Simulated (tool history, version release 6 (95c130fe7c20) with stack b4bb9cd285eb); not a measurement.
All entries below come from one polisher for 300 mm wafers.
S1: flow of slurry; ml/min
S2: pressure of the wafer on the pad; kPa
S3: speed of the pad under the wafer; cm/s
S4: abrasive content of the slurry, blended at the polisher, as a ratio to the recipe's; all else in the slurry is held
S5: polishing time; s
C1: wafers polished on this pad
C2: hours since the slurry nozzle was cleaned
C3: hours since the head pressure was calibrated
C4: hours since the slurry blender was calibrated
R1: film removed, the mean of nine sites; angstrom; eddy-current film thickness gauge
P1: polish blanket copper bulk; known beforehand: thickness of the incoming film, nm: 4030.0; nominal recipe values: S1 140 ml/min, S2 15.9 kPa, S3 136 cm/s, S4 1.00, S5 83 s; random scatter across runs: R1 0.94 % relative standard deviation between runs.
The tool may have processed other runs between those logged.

run	hour	S1	S2	S3	S4	S5	C1	C2	C3	C4	R1
1	13.1	140	15.9	136	1.00	83	857	234.7	201.1	183.3	8255.4
2	23.4	200	15.9	136	1.40	83	983	245.0	211.4	193.6	9468.8
3	32.6	140	15.9	216	1.00	83	1095	254.2	220.6	202.8	13088.0
4	39.9	210	15.9	136	1.00	83	1184	261.5	227.9	210.1	8939.0
5	51.8	140	15.9	136	1.00	104	1329	273.4	239.8	222.0	10554.0
6	66.9	140	15.9	136	1.00	83	1513	288.5	254.9	237.1	8285.7
7	80.9	140	24.8	136	1.00	83	1683	302.5	268.9	251.1	13142.0
8	90.7	140	15.9	136	1.00	83	1803	312.3	278.7	260.9	8377.4
9	105.5	140	15.9	136	1.00	83	1983	327.1	293.5	275.7	8264.7
10	112.7	140	15.9	136	1.45	83	2071	334.3	300.7	282.9	9049.5
11	126.3	140	15.9	136	1.00	83	2237	347.9	314.3	296.5	8199.9
12	137.0	140	15.9	136	1.00	83	2367	358.6	325.0	307.2	8289.7
13	147.8	140	15.9	136	0.55	83	2499	369.4	335.8	318.0	7309.5
14	161.7	85	15.9	136	1.00	83	2668	383.3	349.7	331.9	7458.1
15	172.3	140	6.9	136	1.00	83	2797	393.9	360.3	342.5	3639.0
16	185.0	140	15.9	78	1.00	83	2952	406.6	373.0	355.2	4810.9
17	197.5	175	21.4	136	1.00	83	3104	419.1	385.5	367.7	11595.0
18	208.6	140	15.9	136	1.00	38	3239	430.2	396.6	378.8	3822.5
19	218.6	140	15.9	136	1.00	83	3361	440.2	406.6	388.8	8377.2
20	228.8	140	15.9	136	1.00	83	3486	450.4	416.8	399.0	8188.8

Expected results for the next run?
21	242.0	140	15.9	136	1.00	83	3646	463.6	430.0	412.2	?

For run 21 the tool returned R1 8135.6 angstrom.
